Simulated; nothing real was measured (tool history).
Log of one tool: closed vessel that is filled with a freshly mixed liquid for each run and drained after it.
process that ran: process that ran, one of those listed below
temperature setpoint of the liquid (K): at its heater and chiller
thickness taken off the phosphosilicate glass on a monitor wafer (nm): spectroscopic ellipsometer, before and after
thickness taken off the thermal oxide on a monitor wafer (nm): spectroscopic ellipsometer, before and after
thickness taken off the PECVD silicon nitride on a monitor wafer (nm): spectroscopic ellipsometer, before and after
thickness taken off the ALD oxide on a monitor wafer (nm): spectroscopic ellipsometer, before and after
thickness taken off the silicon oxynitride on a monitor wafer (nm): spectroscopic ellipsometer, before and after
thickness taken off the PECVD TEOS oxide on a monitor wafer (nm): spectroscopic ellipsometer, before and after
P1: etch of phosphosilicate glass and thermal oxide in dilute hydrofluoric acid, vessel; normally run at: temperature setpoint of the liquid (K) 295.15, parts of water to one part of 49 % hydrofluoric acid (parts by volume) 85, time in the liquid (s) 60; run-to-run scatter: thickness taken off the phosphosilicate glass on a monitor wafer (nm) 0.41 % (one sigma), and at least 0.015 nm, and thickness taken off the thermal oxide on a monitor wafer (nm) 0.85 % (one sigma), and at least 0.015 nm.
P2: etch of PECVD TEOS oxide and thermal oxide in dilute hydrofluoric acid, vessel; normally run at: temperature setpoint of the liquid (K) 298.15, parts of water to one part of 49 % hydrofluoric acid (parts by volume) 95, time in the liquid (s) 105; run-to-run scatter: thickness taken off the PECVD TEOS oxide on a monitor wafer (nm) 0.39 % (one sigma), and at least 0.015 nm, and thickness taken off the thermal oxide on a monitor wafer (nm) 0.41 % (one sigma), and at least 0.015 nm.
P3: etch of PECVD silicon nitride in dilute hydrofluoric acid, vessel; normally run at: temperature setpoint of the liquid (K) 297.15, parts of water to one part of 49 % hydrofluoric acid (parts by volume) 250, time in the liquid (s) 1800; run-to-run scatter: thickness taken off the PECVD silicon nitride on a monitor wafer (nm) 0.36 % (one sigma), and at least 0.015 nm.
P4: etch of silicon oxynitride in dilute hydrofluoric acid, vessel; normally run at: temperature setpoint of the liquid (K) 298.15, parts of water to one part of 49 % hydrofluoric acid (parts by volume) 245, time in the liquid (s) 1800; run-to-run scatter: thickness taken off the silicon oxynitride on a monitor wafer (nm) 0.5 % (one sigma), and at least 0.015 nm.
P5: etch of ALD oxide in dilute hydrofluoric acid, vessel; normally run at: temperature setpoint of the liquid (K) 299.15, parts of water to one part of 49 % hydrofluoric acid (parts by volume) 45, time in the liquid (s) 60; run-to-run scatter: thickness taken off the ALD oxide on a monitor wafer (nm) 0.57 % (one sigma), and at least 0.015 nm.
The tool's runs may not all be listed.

run	hour	process that ran	temperature setpoint of the liquid (K)	parts of water to one part of 49 % hydrofluoric acid (parts by volume)	time in the liquid (s)	hours since the thermometer was replaced	hours since the hydrofluoric acid flow meter was replaced	thickness taken off the phosphosilicate glass on a monitor wafer (nm)	thickness taken off the thermal oxide on a monitor wafer (nm)	thickness taken off the PECVD silicon nitride on a monitor wafer (nm)	thickness taken off the ALD oxide on a monitor wafer (nm)	thickness taken off the silicon oxynitride on a monitor wafer (nm)	thickness taken off the PECVD TEOS oxide on a monitor wafer (nm)
1	7.8	P1	295.15	85	60	1403.8	300.0	52.779	3.0173				
2	13.9	P1	295.15	85	60	1409.9	306.1	52.462	3.0079				
3	25.3	P1	295.15	85	60	1421.3	317.5	52.852	3.0285				
4	33.6	P3	297.15	345	1800	1429.6	325.8			12.269			
5	46.4	P5	299.15	45	60	1442.4	338.6				32.538		
6	52.2	P4	298.15	245	215	1448.2	344.4					1.2023	
7	59.2	P5	299.15	70	60	1455.2	351.4				20.137		
8	72.1	P1	295.15	85	90	1468.1	364.3	79.494	4.4739				
9	78.5	P5	295.15	45	60	1474.5	370.7				27.466		
10	90.3	P3	291.15	250	1800	1486.3	382.5			11.485			
11	100.5	P1	295.15	85	60	1496.5	392.7	52.651	3.0088				
12	108.0	P1	290.15	85	60	1504.0	400.2	42.781	2.4429				
13	121.0	P2	292.65	95	105	1517.0	413.2		4.2796				8.1031
14	133.6	P1	295.15	85	60	1529.6	425.8	52.965	2.9862				
15	144.5	P2	298.15	95	35	1540.5	436.7		1.7945				3.3816
16	151.9	P4	298.15	245	1800	1547.9	444.1					10.0310	
17	165.0	P1	295.15	40	60	1561.0	457.2	119.260	6.7993				
18	175.9	P2	298.15	135	105	1571.9	468.1		3.5869				6.7747
19	185.6	P3	297.15	250	1800	1581.6	477.8			16.893			
20	193.8	P5	299.15	45	115	1589.8	486.0				61.819		
21	204.2	P5	299.15	45	60	1600.2	496.4				32.496		
22	215.5	P1	298.65	85	60	1611.5	507.7	60.640	3.4585				
23	221.8	P4	298.15	75	1800	1617.8	514.0					37.2080	
24	230.3	P1	295.15	85	60	1626.3	522.5	52.779	3.0849				
25	237.7	P4	304.15	245	1800	1633.7	529.9					12.7590	
26	248.9	P1	295.15	145	60	1644.9	541.1	28.911	1.6476				
27	258.6	P1	295.15	85	30	1654.6	550.8	26.305	1.5020				
28	265.3	P4	298.15	245	1800	1661.3	557.5					9.9436	
29	273.6	P2	298.15	95	105	1669.6	565.8		5.3403				10.1850
30	286.7	P1	299.15	140	60	1682.7	578.9	34.928	2.0403				
31	299.3	P3	297.15	250	2800	1695.3	591.5			26.119			
32	308.6	P1	295.15	85	60	1704.6	600.8	52.760	2.9658				
33	317.9	P1	295.15	85	60	1713.9	610.1	50.415	2.9066				
34	328.0	P1	295.15	85	60	1724.0	620.2	49.306	2.8024				
35	337.8	P1	295.15	85	60	1733.8	630.0	48.329	2.7763				
36	348.8	P1	295.15	85	60	1744.8	641.0	47.917	2.7410				
37	361.5	P1	295.15	85	60	1757.5	653.7	47.864	2.7540				
38	370.9	P1	295.15	85	60	1766.9	663.1	47.882	2.7504				

What P1 gives has crept away from where it was. These 2 causes fit the log equally well, each at the size given:
A: hydrofluoric acid flow below the setpoint (%) = 8.58
B: liquid colder than its thermometer reads (K) = 2.41
The creep began at about hour 308.6.

4 check runs are offered, one wafer each, their results left as question marks. Which one tells the causes apart?
check 1	380.3	P4	298.15	245	1800							?	
check 2	380.3	P5	299.15	45	60						?		
check 3	380.3	P2	298.15	95	105				?				?
check 4	380.3	P3	297.15	250	1800					?			

What each check would give under each cause:
check	result	if A	if B
check 1	thickness taken off the silicon oxynitride on a monitor wafer (nm)	8.9344	8.9460
check 2	thickness taken off the ALD oxide on a monitor wafer (nm)	29.417	29.317
check 3	thickness taken off the thermal oxide on a monitor wafer (nm)	4.8426	4.8667
check 3	thickness taken off the PECVD TEOS oxide on a monitor wafer (nm)	9.1614	9.2070
check 4	thickness taken off the PECVD silicon nitride on a monitor wafer (nm)	15.427	14.492
How far apart the two closest causes lie, in the result that separates them most: check 1 0.13 %; check 2 0.34 %; check 3 0.5 %; check 4 6.25 %
Check 4 tells the causes apart: in the others they would give nearly the same result.

Check 4 was then run and gave: thickness taken off the PECVD silicon nitride on a monitor wafer (nm) 15.406. Which cause is it?

It is A: hydrofluoric acid flow below the setpoint (%).

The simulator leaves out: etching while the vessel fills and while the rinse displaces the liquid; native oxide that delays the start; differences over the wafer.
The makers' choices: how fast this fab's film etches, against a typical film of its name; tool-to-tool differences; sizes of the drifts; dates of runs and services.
